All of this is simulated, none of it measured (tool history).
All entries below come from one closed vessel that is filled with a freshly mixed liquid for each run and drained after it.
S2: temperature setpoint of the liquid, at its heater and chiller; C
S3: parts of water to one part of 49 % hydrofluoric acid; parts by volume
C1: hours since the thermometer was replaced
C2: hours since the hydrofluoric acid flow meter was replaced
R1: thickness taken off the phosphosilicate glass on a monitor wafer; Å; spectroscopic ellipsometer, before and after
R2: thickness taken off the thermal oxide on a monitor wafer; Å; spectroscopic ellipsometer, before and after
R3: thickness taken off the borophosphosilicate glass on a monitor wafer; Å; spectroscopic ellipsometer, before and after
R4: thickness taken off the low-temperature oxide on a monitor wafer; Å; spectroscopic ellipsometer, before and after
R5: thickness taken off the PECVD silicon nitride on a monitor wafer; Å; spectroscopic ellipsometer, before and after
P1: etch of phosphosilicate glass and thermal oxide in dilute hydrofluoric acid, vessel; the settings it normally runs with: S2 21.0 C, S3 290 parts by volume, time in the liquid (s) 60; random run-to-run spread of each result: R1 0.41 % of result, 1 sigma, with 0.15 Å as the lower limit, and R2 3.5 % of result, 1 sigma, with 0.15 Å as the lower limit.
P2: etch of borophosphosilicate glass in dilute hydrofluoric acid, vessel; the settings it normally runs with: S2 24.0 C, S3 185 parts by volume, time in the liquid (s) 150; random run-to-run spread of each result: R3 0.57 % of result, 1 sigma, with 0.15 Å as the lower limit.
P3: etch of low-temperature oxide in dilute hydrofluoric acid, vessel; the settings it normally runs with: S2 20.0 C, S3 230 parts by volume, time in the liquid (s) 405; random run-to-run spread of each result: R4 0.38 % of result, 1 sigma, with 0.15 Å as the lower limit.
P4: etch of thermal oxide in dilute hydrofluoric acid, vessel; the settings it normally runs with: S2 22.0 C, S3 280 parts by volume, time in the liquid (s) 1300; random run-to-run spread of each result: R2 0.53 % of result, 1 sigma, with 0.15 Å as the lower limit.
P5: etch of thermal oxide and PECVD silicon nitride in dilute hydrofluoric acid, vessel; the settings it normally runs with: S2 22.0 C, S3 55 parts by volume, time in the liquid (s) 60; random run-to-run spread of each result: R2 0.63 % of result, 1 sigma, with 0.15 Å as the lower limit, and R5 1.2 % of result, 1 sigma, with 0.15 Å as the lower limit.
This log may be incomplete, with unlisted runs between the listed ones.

Run 1, hour 5.2: process that ran P1, S2 21.0 C, S3 290 parts by volume, time in the liquid (s) 60; C1 269.4; C2 711.0. Result: R1 308.48 Å, R2 7.1690 Å.
Run 2, hour 10.3: process that ran P2, S2 24.0 C, S3 185 parts by volume, time in the liquid (s) 150; C1 274.5; C2 716.1. Result: R3 279.45 Å.
Run 3, hour 12.8: process that ran P3, S2 20.0 C, S3 230 parts by volume, time in the liquid (s) 405; C1 277.0; C2 718.6. Result: R4 139.310 Å.
Run 4, hour 15.8: process that ran P4, S2 22.0 C, S3 155 parts by volume, time in the liquid (s) 1300; C1 280.0; C2 721.6. Result: R2 339.7500 Å.
Run 5, hour 19.3: process that ran P3, S2 24.0 C, S3 230 parts by volume, time in the liquid (s) 405; C1 283.5; C2 725.1. Result: R4 161.350 Å.
Run 6, hour 24.9: process that ran P4, S2 27.0 C, S3 280 parts by volume, time in the liquid (s) 1300; C1 289.1; C2 730.7. Result: R2 197.9800 Å.
Run 7, hour 29.2: process that ran P1, S2 21.0 C, S3 290 parts by volume, time in the liquid (s) 60; C1 293.4; C2 735.0. Result: R1 307.59 Å, R2 6.9587 Å.
Run 8, hour 32.0: process that ran P5, S2 22.0 C, S3 55 parts by volume, time in the liquid (s) 30; C1 296.2; C2 737.8. Result: R2 25.2170 Å, R5 11.462 Å.
Run 9, hour 35.1: process that ran P5, S2 26.5 C, S3 55 parts by volume, time in the liquid (s) 60; C1 299.3; C2 740.9. Result: R2 60.9600 Å, R5 30.009 Å.
Run 10, hour 38.0: process that ran P4, S2 22.0 C, S3 280 parts by volume, time in the liquid (s) 2555; C1 302.2; C2 743.8. Result: R2 322.8700 Å.
Run 11, hour 41.0: process that ran P1, S2 29.0 C, S3 290 parts by volume, time in the liquid (s) 60; C1 305.2; C2 746.8. Result: R1 407.72 Å, R2 8.8651 Å.
Run 12, hour 44.6: process that ran P1, S2 21.0 C, S3 510 parts by volume, time in the liquid (s) 60; C1 308.8; C2 750.4. Result: R1 146.19 Å, R2 3.2367 Å.
Run 13, hour 48.4: process that ran P1, S2 21.0 C, S3 290 parts by volume, time in the liquid (s) 85; C1 312.6; C2 754.2. Result: R1 439.15 Å, R2 9.9379 Å.
Run 14, hour 53.7: process that ran P1, S2 21.0 C, S3 120 parts by volume, time in the liquid (s) 60; C1 317.9; C2 759.5. Result: R1 888.47 Å, R2 19.5680 Å.
Run 15, hour 57.5: process that ran P1, S2 21.0 C, S3 290 parts by volume, time in the liquid (s) 30; C1 321.7; C2 763.3. Result: R1 154.38 Å, R2 3.2390 Å.
Run 16, hour 62.8: process that ran P1, S2 17.5 C, S3 290 parts by volume, time in the liquid (s) 60; C1 327.0; C2 768.6. Result: R1 272.89 Å, R2 5.7288 Å.
Run 17, hour 65.8: process that ran P2, S2 24.0 C, S3 185 parts by volume, time in the liquid (s) 150; C1 330.0; C2 771.6. Result: R3 283.29 Å.
Run 18, hour 70.6: process that ran P5, S2 22.0 C, S3 55 parts by volume, time in the liquid (s) 60; C1 334.8; C2 776.4. Result: R2 51.2140 Å, R5 23.078 Å.
Run 19, hour 74.4: process that ran P2, S2 24.0 C, S3 185 parts by volume, time in the liquid (s) 255; C1 338.6; C2 780.2. Result: R3 471.90 Å.
Run 20, hour 76.8: process that ran P1, S2 21.0 C, S3 290 parts by volume, time in the liquid (s) 60; C1 341.0; C2 782.6. Result: R1 309.43 Å, R2 6.9427 Å.
Run 21, hour 81.7: process that ran P2, S2 24.0 C, S3 85 parts by volume, time in the liquid (s) 150; C1 345.9; C2 787.5. Result: R3 678.35 Å.
Run 22, hour 85.5: process that ran P1, S2 21.0 C, S3 290 parts by volume, time in the liquid (s) 60; C1 349.7; C2 791.3. Result: R1 308.06 Å, R2 7.2476 Å.
Run 23, hour 89.0: process that ran P5, S2 22.0 C, S3 20 parts by volume, time in the liquid (s) 60; C1 353.2; C2 794.8. Result: R2 146.6100 Å, R5 61.035 Å.
Run 24, hour 91.5: process that ran P1, S2 17.0 C, S3 465 parts by volume, time in the liquid (s) 60; C1 355.7; C2 797.3. Result: R1 145.13 Å, R2 3.3642 Å.
Run 25, hour 95.5: process that ran P4, S2 22.0 C, S3 280 parts by volume, time in the liquid (s) 1300; C1 359.7; C2 801.3. Result: R2 165.8600 Å.
Run 26, hour 98.3: process that ran P3, S2 20.0 C, S3 230 parts by volume, time in the liquid (s) 610; C1 362.5; C2 804.1. Result: R4 210.370 Å.
Run 27, hour 103.0: process that ran P4, S2 22.0 C, S3 280 parts by volume, time in the liquid (s) 1300; C1 367.2; C2 808.8. Result: R2 165.9700 Å.
Run 28, hour 106.0: process that ran P2, S2 30.5 C, S3 185 parts by volume, time in the liquid (s) 150; C1 370.2; C2 811.8. Result: R3 358.19 Å.
Run 29, hour 108.7: process that ran P3, S2 20.0 C, S3 400 parts by volume, time in the liquid (s) 405; C1 372.9; C2 814.5. Result: R4 69.106 Å.
Run 30, hour 112.8: process that ran P1, S2 21.0 C, S3 290 parts by volume, time in the liquid (s) 60; C1 377.0; C2 818.6. Result: R1 309.00 Å, R2 7.5226 Å.
Run 31, hour 116.0: process that ran P1, S2 21.0 C, S3 290 parts by volume, time in the liquid (s) 60; C1 380.2; C2 821.8. Result: R1 300.33 Å, R2 7.3055 Å.
Run 32, hour 119.5: process that ran P1, S2 21.0 C, S3 290 parts by volume, time in the liquid (s) 60; C1 383.7; C2 825.3. Result: R1 293.11 Å, R2 6.5233 Å.
Run 33, hour 122.1: process that ran P1, S2 21.0 C, S3 290 parts by volume, time in the liquid (s) 60; C1 386.3; C2 827.9. Result: R1 292.19 Å, R2 6.7732 Å.
Run 34, hour 126.4: process that ran P1, S2 21.0 C, S3 290 parts by volume, time in the liquid (s) 60; C1 390.6; C2 832.2. Result: R1 291.19 Å, R2 6.6831 Å.
Run 35, hour 131.7: process that ran P1, S2 21.0 C, S3 290 parts by volume, time in the liquid (s) 60; C1 395.9; C2 837.5. Result: R1 288.18 Å, R2 6.5918 Å.
Run 36, hour 134.7: process that ran P1, S2 21.0 C, S3 290 parts by volume, time in the liquid (s) 60; C1 398.9; C2 840.5. Result: R1 287.53 Å, R2 7.0152 Å.

What P1 gives has crept off from where it sat before. The 2 causes that follow fit the log equally well, each at the size noted:
A: hydrofluoric acid flow below the setpoint (%) = 5.43
B: liquid colder than its thermometer reads (K) = 1.94
Creep in the process output first set in at about hour 112.8.

Of the 4 check runs below, each run on 2 wafers with the results averaged and each result still a question mark, which one would tell the listed causes apart?
Run check 1, hour 137.7: process that ran P4, S2 22.0 C, S3 280 parts by volume, time in the liquid (s) 1300. Result: R2 ?.
Run check 2, hour 137.7: process that ran P2, S2 24.0 C, S3 185 parts by volume, time in the liquid (s) 150. Result: R3 ?.
Run check 3, hour 137.7: process that ran P3, S2 20.0 C, S3 230 parts by volume, time in the liquid (s) 405. Result: R4 ?.
Run check 4, hour 137.7: process that ran P5, S2 22.0 C, S3 55 parts by volume, time in the liquid (s) 60. Result: R2 ?, R5 ?.

What every check run would give for each of its results, assuming each possible cause in turn:
  check  result      if A      if B
check 1      R2  154.2700  154.3100
check 2      R3    261.69    260.17
check 3      R4   130.210   129.420
check 4      R2   47.7280   46.7070
check 4      R5    21.338    19.720
Gap, in per cent, between the two causes that each check separates least, read from the result that separates them most: check 1 0.03 %; check 2 0.58 %; check 3 0.61 %; check 4 7.89 %
The other checks would show nearly matching results whichever cause is true, so check 4 is the only one that separates the causes.

Check 4 was then run and gave: R2 47.8960 Å; R5 21.035 Å. Which cause is it?

Of the candidate causes, it is A: hydrofluoric acid flow below the setpoint (%).
